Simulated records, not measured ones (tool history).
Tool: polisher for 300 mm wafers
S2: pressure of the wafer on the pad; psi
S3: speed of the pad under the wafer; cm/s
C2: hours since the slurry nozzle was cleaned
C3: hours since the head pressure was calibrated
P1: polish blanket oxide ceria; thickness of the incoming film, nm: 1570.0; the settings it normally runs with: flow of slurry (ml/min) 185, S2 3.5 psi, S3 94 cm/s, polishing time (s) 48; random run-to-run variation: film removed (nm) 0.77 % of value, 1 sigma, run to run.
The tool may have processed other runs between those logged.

run 1 day=0.375 | flow_of_slurry_(ml/min)=185 S2=3.5 S3=94 polishing_time_(s)=48 | wafers_polished_on_this_pad=807 C2=368.4 C3=264.8 | film_removed_(nm)=215.14
run 2 day=0.712 | flow_of_slurry_(ml/min)=270 S2=3.5 S3=94 polishing_time_(s)=48 | wafers_polished_on_this_pad=895 C2=376.5 C3=272.9 | film_removed_(nm)=222.63
run 3 day=1.121 | flow_of_slurry_(ml/min)=185 S2=3.5 S3=94 polishing_time_(s)=48 | wafers_polished_on_this_pad=1001 C2=386.3 C3=282.7 | film_removed_(nm)=216.48
run 4 day=1.692 | flow_of_slurry_(ml/min)=240 S2=5.4 S3=94 polishing_time_(s)=48 | wafers_polished_on_this_pad=1150 C2=400 C3=296.4 | film_removed_(nm)=341.55
run 5 day=2.071 | flow_of_slurry_(ml/min)=185 S2=3.5 S3=94 polishing_time_(s)=48 | wafers_polished_on_this_pad=1249 C2=409.1 C3=305.5 | film_removed_(nm)=214.56
run 6 day=2.533 | flow_of_slurry_(ml/min)=185 S2=3.5 S3=94 polishing_time_(s)=48 | wafers_polished_on_this_pad=1369 C2=420.2 C3=316.6 | film_removed_(nm)=217.11
run 7 day=2.792 | flow_of_slurry_(ml/min)=185 S2=4.7 S3=94 polishing_time_(s)=48 | wafers_polished_on_this_pad=1437 C2=426.4 C3=322.8 | film_removed_(nm)=292.28
run 8 day=3.246 | flow_of_slurry_(ml/min)=185 S2=3.5 S3=94 polishing_time_(s)=34 | wafers_polished_on_this_pad=1555 C2=437.3 C3=333.7 | film_removed_(nm)=151.79
run 9 day=3.808 | flow_of_slurry_(ml/min)=185 S2=2 S3=94 polishing_time_(s)=48 | wafers_polished_on_this_pad=1702 C2=450.8 C3=347.2 | film_removed_(nm)=121.08
run 10 day=4.254 | flow_of_slurry_(ml/min)=110 S2=3.5 S3=94 polishing_time_(s)=48 | wafers_polished_on_this_pad=1818 C2=461.5 C3=357.9 | film_removed_(nm)=195.62
run 11 day=4.783 | flow_of_slurry_(ml/min)=185 S2=3.5 S3=94 polishing_time_(s)=48 | wafers_polished_on_this_pad=1956 C2=474.2 C3=370.6 | film_removed_(nm)=215.66
run 12 day=5.312 | flow_of_slurry_(ml/min)=185 S2=3.5 S3=94 polishing_time_(s)=48 | wafers_polished_on_this_pad=2094 C2=486.9 C3=383.3 | film_removed_(nm)=217.84
run 13 day=5.662 | flow_of_slurry_(ml/min)=270 S2=4.7 S3=94 polishing_time_(s)=48 | wafers_polished_on_this_pad=2185 C2=495.3 C3=391.7 | film_removed_(nm)=299.49
-- day=5.867 worn pad replaced by a new one
run 14 day=5.933 | flow_of_slurry_(ml/min)=185 S2=3.5 S3=94 polishing_time_(s)=71 | wafers_polished_on_this_pad=17 C2=501.8 C3=398.2 | film_removed_(nm)=322.09
run 15 day=6.479 | flow_of_slurry_(ml/min)=115 S2=3.5 S3=128 polishing_time_(s)=48 | wafers_polished_on_this_pad=159 C2=514.9 C3=411.3 | film_removed_(nm)=270.53
run 16 day=6.988 | flow_of_slurry_(ml/min)=185 S2=3.5 S3=148 polishing_time_(s)=48 | wafers_polished_on_this_pad=292 C2=527.1 C3=423.5 | film_removed_(nm)=345.62
run 17 day=7.5 | flow_of_slurry_(ml/min)=185 S2=3.5 S3=62 polishing_time_(s)=48 | wafers_polished_on_this_pad=425 C2=539.4 C3=435.8 | film_removed_(nm)=140.62
run 18 day=7.871 | flow_of_slurry_(ml/min)=185 S2=3.5 S3=94 polishing_time_(s)=48 | wafers_polished_on_this_pad=522 C2=548.3 C3=444.7 | film_removed_(nm)=217.9
run 19 day=8.167 | flow_of_slurry_(ml/min)=185 S2=3.5 S3=94 polishing_time_(s)=48 | wafers_polished_on_this_pad=599 C2=555.4 C3=451.8 | film_removed_(nm)=212.09
run 20 day=8.746 | flow_of_slurry_(ml/min)=185 S2=3.5 S3=94 polishing_time_(s)=48 | wafers_polished_on_this_pad=750 C2=569.3 C3=465.7 | film_removed_(nm)=205.3
run 21 day=9.054 | flow_of_slurry_(ml/min)=185 S2=3.5 S3=94 polishing_time_(s)=48 | wafers_polished_on_this_pad=830 C2=576.7 C3=473.1 | film_removed_(nm)=201.57
run 22 day=9.504 | flow_of_slurry_(ml/min)=185 S2=3.5 S3=94 polishing_time_(s)=48 | wafers_polished_on_this_pad=948 C2=587.5 C3=483.9 | film_removed_(nm)=203.95
-- day=9.804 worn pad replaced by a new one
run 23 day=9.912 | flow_of_slurry_(ml/min)=185 S2=3.5 S3=94 polishing_time_(s)=48 | wafers_polished_on_this_pad=29 C2=597.3 C3=493.7 | film_removed_(nm)=202.6
run 24 day=10.358 | flow_of_slurry_(ml/min)=185 S2=3.5 S3=94 polishing_time_(s)=48 | wafers_polished_on_this_pad=145 C2=608 C3=504.4 | film_removed_(nm)=200.84
run 25 day=10.758 | flow_of_slurry_(ml/min)=185 S2=3.5 S3=94 polishing_time_(s)=48 | wafers_polished_on_this_pad=249 C2=617.6 C3=514 | film_removed_(nm)=201.37

The next listed run, before its measurement:
run 26 day=11.15 | flow_of_slurry_(ml/min)=185 S2=3.5 S3=94 polishing_time_(s)=48 | wafers_polished_on_this_pad=351 C2=627 C3=523.4 | film_removed_(nm)=?

film removed (nm): 197.43
